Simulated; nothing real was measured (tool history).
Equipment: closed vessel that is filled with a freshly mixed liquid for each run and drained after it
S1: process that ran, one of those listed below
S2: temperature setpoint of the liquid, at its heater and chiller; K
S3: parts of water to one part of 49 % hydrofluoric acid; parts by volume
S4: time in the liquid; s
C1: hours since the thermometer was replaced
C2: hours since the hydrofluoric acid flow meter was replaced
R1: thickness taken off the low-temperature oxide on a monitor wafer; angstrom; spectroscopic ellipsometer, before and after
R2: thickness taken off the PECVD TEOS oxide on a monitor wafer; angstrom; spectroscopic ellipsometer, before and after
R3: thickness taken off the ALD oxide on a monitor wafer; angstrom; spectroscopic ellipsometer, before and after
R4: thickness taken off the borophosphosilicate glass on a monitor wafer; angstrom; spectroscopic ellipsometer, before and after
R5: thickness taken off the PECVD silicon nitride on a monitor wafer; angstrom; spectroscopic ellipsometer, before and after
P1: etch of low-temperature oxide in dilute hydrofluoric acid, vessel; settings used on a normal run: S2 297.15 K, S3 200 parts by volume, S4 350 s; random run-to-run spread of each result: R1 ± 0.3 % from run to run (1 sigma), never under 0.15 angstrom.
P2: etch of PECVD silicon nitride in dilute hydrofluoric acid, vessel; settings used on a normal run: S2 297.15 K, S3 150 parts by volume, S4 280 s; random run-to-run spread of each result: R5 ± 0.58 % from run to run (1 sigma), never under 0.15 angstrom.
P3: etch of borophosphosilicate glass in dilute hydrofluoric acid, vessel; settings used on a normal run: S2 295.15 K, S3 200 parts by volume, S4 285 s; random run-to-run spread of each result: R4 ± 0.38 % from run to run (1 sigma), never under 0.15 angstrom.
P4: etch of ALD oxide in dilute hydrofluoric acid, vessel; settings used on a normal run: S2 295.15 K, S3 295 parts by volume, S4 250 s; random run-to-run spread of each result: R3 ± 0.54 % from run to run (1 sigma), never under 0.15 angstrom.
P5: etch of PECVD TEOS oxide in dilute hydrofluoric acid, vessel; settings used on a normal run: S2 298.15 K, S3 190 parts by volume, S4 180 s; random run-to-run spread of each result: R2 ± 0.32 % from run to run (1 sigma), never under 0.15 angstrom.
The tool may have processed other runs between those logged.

run	hour	S1	S2	S3	S4	C1	C2	R1	R2	R3	R4	R5
1	3.5	P1	297.15	200	350	2035.9	1117	488.83				
2	8	P5	298.15	280	180	2040.4	1121.5		86.216			
3	12.2	P1	297.15	200	350	2044.6	1125.7	488.16				
4	18.3	P1	297.15	300	70	2050.7	1131.8	59.13				
5	25.7	P4	295.15	295	30	2058.1	1139.2			8.7796		
6	30.9	P5	298.15	190	30	2063.3	1144.4		23.469			
7	34.5	P1	297.15	200	535	2066.9	1148	748.81				
8	38	P3	295.15	200	285	2070.4	1151.5				528.23	
9	43.8	P1	292.15	200	350	2076.2	1157.3	405.02				
10	47.3	P5	298.15	190	180	2079.7	1160.8		140.91			
11	52	P4	295.15	295	250	2084.4	1165.5			73.178		
12	59.2	P3	295.15	200	475	2091.6	1172.7				879.93	
13	65.7	P1	303.15	200	350	2098.1	1179.2	605.09				
14	72.1	P2	297.15	150	130	2104.5	1185.6					26.157
15	79.1	P1	297.15	200	350	2111.5	1192.6	490.1				
16	85.5	P1	297.15	200	350	2117.9	1199	489.44				
17	92.1	P3	291.15	200	285	2124.5	1205.6				454.15	
18	96.1	P1	297.15	200	50	2128.5	1209.6	70.311				
19	100.7	P4	295.15	410	250	2133.1	1214.2			47.054		
20	105.1	P5	306.15	190	180	2137.5	1218.6		186.72			
21	110.7	P1	297.15	355	350	2143.1	1224.2	236.18				
22	116.5	P4	295.15	295	250	2148.9	1230			72.65		
23	119.9	P4	300.65	295	250	2152.3	1233.4			87.768		
24	123.8	P5	298.15	190	180	2156.2	1237.3		139.67			
25	131	P3	295.15	105	285	2163.4	1244.5				1117.7	
26	137.3	P1	297.15	200	350	2169.7	1250.8	485.86				
27	141.3	P1	297.15	35	350	2173.7	1254.8	3409.4				
28	146.4	P2	297.15	150	280	2178.8	1259.9					56.63
29	150	P2	303.15	150	280	2182.4	1263.5					81.93
30	154.9	P2	297.15	75	280	2187.3	1268.4					111.37
31	160.5	P1	297.15	200	350	2192.9	1274	490.84				
32	166.8	P1	297.15	200	350	2199.2	1280.3	471.47				
33	173.8	P1	297.15	200	350	2206.2	1287.3	458.77				
34	178.1	P1	297.15	200	350	2210.5	1291.6	457.59				
35	182.8	P1	297.15	200	350	2215.2	1296.3	454.43				
36	187.5	P1	297.15	200	350	2219.9	1301	450.16				
37	192.5	P1	297.15	200	350	2224.9	1306	448.32				
38	199.3	P1	297.15	200	350	2231.7	1312.8	447.28				
39	204.9	P1	297.15	200	350	2237.3	1318.4	446.98				

Compared with where it was, what P1 gives has crept away. Each cause listed below fits the log as well as the rest, at the size given for it:
A: liquid colder than its thermometer reads (K) = 2.33
B: hydrofluoric acid flow below the setpoint (%) = 6.87
The creep began at about hour 160.5.

4 check runs are offered, one wafer each, their results left as question marks. Which one tells the causes apart?
check 1	210.5	P5	298.15	190	180				?			
check 2	210.5	P3	295.15	200	285						?	
check 3	210.5	P2	297.15	150	280							?
check 4	210.5	P4	295.15	295	250					?		

How each check would come out, cause by cause:
check	result	if A	if B
check 1	R2	128.47	128.5
check 2	R4	483.6	485.04
check 3	R5	48.56	52.678
check 4	R3	67.43	66.964
Minimum pairwise separation of causes per check, each pair taken at its best-separating result: check 1 0.02 %; check 2 0.3 %; check 3 8.14 %; check 4 0.69 %
The other checks would show nearly matching results whichever cause is true, so check 3 is the only one that separates the causes.

Then check 3 was run and gave: R5 48.676 angstrom. Which cause is it?

A is the cause: liquid colder than its thermometer reads (K).
